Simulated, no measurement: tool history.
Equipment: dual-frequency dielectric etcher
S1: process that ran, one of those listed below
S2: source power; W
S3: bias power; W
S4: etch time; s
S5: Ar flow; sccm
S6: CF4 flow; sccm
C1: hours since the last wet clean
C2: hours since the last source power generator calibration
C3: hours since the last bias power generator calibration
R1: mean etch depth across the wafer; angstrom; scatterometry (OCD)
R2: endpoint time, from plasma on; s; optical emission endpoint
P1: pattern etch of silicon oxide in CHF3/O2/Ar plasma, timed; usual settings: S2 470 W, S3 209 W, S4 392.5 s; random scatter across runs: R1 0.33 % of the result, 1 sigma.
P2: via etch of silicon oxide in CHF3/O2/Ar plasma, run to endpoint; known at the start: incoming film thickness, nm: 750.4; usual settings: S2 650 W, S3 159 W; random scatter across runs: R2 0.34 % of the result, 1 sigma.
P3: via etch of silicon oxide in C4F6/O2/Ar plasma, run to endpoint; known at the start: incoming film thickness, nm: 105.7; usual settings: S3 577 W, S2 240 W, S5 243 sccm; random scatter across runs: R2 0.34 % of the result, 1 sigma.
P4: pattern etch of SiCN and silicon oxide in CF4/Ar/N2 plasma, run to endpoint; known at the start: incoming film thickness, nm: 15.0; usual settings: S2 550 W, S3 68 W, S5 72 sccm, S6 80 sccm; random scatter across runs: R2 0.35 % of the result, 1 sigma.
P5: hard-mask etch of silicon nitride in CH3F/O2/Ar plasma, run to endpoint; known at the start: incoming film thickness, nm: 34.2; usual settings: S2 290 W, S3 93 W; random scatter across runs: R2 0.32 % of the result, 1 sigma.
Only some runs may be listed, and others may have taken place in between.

run	hour	S1	S2	S3	S4	S5	S6	C1	C2	C3	R1	R2
1	12.4	P1	470	209	392.5			210.1	3240.9	1215.6	7575	
2	21.2	P1	470	209	392.5			218.9	3249.7	1224.4	7577.5	
3	31.8	P1	310	209	392.5			229.5	3260.3	1235	6491.6	
4	38.7	P1	470	209	538			236.4	3267.2	1241.9	10309	
5	50.6	P1	630	168	392.5			248.3	3279.1	1253.8	7827.2	
6	59.1	P2	650	159				256.8	3287.6	1262.3		380.87
7	72	P2	650	159				269.7	3300.5	1275.2		381.41
8	84.5	P3	240	577		243		282.2	3313	1287.7		26.339
9	92.6	P4	550	68		55	80	290.3	3321.1	1295.8		13.611
10	99.7	P4	550	68		72	113	297.4	3328.2	1302.9		13.441
11	114.7	P1	470	209	246.5			312.4	3343.2	1317.9	4764.8	
12	127.4	P1	590	209	392.5			325.1	3355.9	1330.6	8196.1	
13	140.8	P4	550	68		72	80	338.5	3369.3	1344		14.036
14	153.2	P1	340	132	392.5			350.9	3381.7	1356.4	5728.7	
15	164.6	P1	470	257	392.5			362.3	3393.1	1367.8	8111.2	
16	174.7	P2	390	159				372.4	3403.2	1377.9		463.89
17	187.3	P4	440	68		72	80	385	3415.8	1390.5		17.183
18	197.7	P1	470	209	392.5			395.4	3426.2	1400.9	7561.1	
19	206.4	P3	340	577		243		404.1	3434.9	1409.6		23.295
20	215.6	P5	290	93				413.3	3444.1	1418.8		49.555
21	228.5	P3	240	577		183		426.2	3457	1431.7		25.648
22	236.9	P1	470	209	392.5			434.6	3465.4	1440.1	7506.5	
23	249.6	P1	470	134	392.5			447.3	3478.1	1452.8	6497.3	
24	259	P5	290	122				456.7	3487.5	1462.2		44.987

The next listed run, before its measurement:
# hour 266.6: bias power generator calibrated
25	269.3	P4	550	90		72	80	467	3497.8	2.8		?

{"run 25": {"R2": 12.823}}
